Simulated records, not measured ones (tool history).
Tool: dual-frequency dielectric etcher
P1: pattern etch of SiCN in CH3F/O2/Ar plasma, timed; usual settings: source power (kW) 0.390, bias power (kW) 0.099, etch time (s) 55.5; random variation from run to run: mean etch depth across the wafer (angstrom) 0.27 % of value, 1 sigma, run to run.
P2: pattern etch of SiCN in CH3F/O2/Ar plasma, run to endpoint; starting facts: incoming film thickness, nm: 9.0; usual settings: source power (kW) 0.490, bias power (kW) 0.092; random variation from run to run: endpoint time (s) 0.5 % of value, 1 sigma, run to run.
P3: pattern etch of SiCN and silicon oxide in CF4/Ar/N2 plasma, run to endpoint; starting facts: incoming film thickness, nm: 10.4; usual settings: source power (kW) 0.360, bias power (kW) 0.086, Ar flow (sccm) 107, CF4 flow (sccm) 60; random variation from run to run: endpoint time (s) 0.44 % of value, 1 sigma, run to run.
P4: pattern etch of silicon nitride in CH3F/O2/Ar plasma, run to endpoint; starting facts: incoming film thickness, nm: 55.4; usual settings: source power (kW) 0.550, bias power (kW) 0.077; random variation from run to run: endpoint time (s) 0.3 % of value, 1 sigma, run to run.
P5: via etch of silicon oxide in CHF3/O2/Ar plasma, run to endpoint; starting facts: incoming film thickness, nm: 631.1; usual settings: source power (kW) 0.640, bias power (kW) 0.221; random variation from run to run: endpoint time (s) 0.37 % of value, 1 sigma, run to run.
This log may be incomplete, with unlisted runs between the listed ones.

run,hour,process that ran,source power (kW),bias power (kW),etch time (s),Ar flow (sccm),CF4 flow (sccm),hours since the last wet clean,hours since the last source power generator calibration,hours since the last bias power generator calibration,mean etch depth across the wafer (angstrom),endpoint time (s)
1,8.9,P1,0.390,0.099,55.5,,,119.4,3289.8,1626.9,234.17,
2,20.2,P4,0.780,0.077,,,,130.7,3301.1,1638.2,,59.514
3,26.9,P3,0.280,0.086,,107,60,137.4,3307.8,1644.9,,17.762
4,33.4,P1,0.390,0.136,67.0,,,143.9,3314.3,1651.4,318.78,
5,40.9,P3,0.360,0.057,,107,60,151.4,3321.8,1658.9,,16.295
6,53.0,P2,0.490,0.055,,,,163.5,3333.9,1671.0,,25.274
7,63.8,P1,0.390,0.134,55.5,,,174.3,3344.7,1681.8,263.56,
8,72.5,P1,0.290,0.099,32.5,,,183.0,3353.4,1690.5,122.97,
9,80.4,P1,0.390,0.099,55.5,,,190.9,3361.3,1698.4,234.47,
10,92.4,P1,0.390,0.060,55.5,,,202.9,3373.3,1710.4,195.16,
11,98.3,P2,0.600,0.092,,,,208.8,3379.2,1716.3,,19.577
12,107.4,P4,0.550,0.077,,,,217.9,3388.3,1725.4,,68.196
13,116.9,P1,0.390,0.099,82.0,,,227.4,3397.8,1734.9,345.89,
14,123.4,P3,0.360,0.086,,107,60,233.9,3404.3,1741.4,,14.144
15,133.0,P2,0.490,0.092,,,,243.5,3413.9,1751.0,,21.137
16,143.7,P3,0.360,0.086,,107,47,254.2,3424.6,1761.7,,14.671
17,155.9,P1,0.510,0.099,55.5,,,266.4,3436.8,1773.9,258.22,
# hour 158.5: source power generator calibrated
18,161.7,P1,0.390,0.099,39.0,,,272.2,3.2,1779.7,164.54,
19,167.5,P3,0.360,0.086,,107,60,278.0,9.0,1785.5,,14.221
20,177.7,P5,0.640,0.313,,,,288.2,19.2,1795.7,,264.960
21,185.9,P1,0.390,0.099,55.5,,,296.4,27.4,1803.9,234.22,
22,194.6,P5,0.640,0.221,,,,305.1,36.1,1812.6,,300.050
23,205.7,P4,0.550,0.077,,,,316.2,47.2,1823.7,,68.309
24,212.3,P4,0.550,0.107,,,,322.8,53.8,1830.3,,60.623
25,221.0,P5,0.640,0.221,,,,331.5,62.5,1839.0,,298.610

For run 26, what comes out?
26,233.6,P1,0.390,0.121,34.0,,,344.1,75.1,1851.6,?,

{"run 26": {"mean etch depth across the wafer (angstrom)": 154.95}}

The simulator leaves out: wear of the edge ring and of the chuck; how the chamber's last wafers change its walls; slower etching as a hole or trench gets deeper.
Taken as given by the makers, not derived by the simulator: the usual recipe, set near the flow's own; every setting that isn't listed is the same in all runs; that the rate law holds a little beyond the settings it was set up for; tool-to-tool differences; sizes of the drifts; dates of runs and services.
